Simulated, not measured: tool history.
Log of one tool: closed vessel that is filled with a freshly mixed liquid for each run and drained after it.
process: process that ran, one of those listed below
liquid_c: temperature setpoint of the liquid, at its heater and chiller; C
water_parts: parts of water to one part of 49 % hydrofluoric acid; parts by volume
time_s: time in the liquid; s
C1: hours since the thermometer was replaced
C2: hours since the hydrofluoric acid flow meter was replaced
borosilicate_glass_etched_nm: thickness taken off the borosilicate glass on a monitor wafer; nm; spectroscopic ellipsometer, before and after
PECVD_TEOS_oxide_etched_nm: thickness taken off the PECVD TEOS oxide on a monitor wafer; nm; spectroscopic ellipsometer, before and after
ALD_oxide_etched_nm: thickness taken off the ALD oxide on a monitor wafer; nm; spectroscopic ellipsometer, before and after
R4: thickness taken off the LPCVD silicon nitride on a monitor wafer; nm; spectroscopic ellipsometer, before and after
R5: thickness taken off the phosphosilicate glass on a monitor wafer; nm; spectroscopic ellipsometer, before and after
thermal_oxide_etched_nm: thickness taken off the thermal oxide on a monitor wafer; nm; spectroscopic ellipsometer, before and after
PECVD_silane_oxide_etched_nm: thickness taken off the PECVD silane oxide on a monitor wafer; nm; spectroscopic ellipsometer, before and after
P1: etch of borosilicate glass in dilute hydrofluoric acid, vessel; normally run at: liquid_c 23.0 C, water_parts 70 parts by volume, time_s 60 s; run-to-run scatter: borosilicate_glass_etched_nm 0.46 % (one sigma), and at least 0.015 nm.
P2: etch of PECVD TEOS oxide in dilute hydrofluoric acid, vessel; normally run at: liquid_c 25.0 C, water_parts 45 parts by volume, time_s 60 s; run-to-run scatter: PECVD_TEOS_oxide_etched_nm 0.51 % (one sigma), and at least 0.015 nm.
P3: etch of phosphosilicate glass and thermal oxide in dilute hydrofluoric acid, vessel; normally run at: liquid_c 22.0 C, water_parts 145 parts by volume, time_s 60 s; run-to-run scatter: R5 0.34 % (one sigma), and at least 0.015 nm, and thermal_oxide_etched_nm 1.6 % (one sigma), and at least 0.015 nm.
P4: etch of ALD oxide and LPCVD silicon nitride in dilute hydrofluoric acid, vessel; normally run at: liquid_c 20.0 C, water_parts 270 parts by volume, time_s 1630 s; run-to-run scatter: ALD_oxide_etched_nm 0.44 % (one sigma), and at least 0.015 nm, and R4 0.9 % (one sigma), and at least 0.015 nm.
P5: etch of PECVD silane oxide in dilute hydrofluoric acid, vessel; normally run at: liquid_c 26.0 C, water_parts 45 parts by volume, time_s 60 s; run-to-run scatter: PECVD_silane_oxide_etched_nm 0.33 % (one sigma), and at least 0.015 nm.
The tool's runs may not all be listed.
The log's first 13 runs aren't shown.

{"run": 14, "hour": 73.8, "process": "P3", "liquid_c": 22.0, "water_parts": 145, "time_s": 60, "C1": 523.7, "C2": 410.7, "R5": 46.5, "thermal_oxide_etched_nm": 1.62}
{"run": 15, "hour": 78.8, "process": "P2", "liquid_c": 25.0, "water_parts": 45, "time_s": 105, "C1": 528.7, "C2": 415.7, "PECVD_TEOS_oxide_etched_nm": 21.652}
{"run": 16, "hour": 83.8, "process": "P5", "liquid_c": 26.0, "water_parts": 45, "time_s": 95, "C1": 533.7, "C2": 420.7, "PECVD_silane_oxide_etched_nm": 36.329}
{"run": 17, "hour": 88.8, "process": "P5", "liquid_c": 26.0, "water_parts": 20, "time_s": 60, "C1": 538.7, "C2": 425.7, "PECVD_silane_oxide_etched_nm": 53.273}
{"run": 18, "hour": 96.0, "process": "P4", "liquid_c": 20.0, "water_parts": 270, "time_s": 1630, "C1": 545.9, "C2": 432.9, "ALD_oxide_etched_nm": 41.845, "R4": 2.7202}
{"run": 19, "hour": 100.3, "process": "P4", "liquid_c": 20.0, "water_parts": 270, "time_s": 3260, "C1": 550.2, "C2": 437.2, "ALD_oxide_etched_nm": 83.395, "R4": 5.4517}
{"run": 20, "hour": 106.2, "process": "P1", "liquid_c": 18.5, "water_parts": 70, "time_s": 60, "C1": 556.1, "C2": 443.1, "borosilicate_glass_etched_nm": 26.316}
{"run": 21, "hour": 111.9, "process": "P3", "liquid_c": 22.0, "water_parts": 220, "time_s": 60, "C1": 561.8, "C2": 448.8, "R5": 28.259, "thermal_oxide_etched_nm": 1.0043}
{"run": 22, "hour": 115.3, "process": "P1", "liquid_c": 27.5, "water_parts": 70, "time_s": 60, "C1": 565.2, "C2": 452.2, "borosilicate_glass_etched_nm": 38.327}
{"run": 23, "hour": 119.2, "process": "P1", "liquid_c": 23.0, "water_parts": 70, "time_s": 95, "C1": 569.1, "C2": 456.1, "borosilicate_glass_etched_nm": 50.754}

Forecast run 24:
{"run": 24, "hour": 123.9, "process": "P5", "liquid_c": 26.0, "water_parts": 45, "time_s": 60, "C1": 573.8, "C2": 460.8, "PECVD_silane_oxide_etched_nm": "?"}

Run 24 gave PECVD_silane_oxide_etched_nm 22.965 nm.
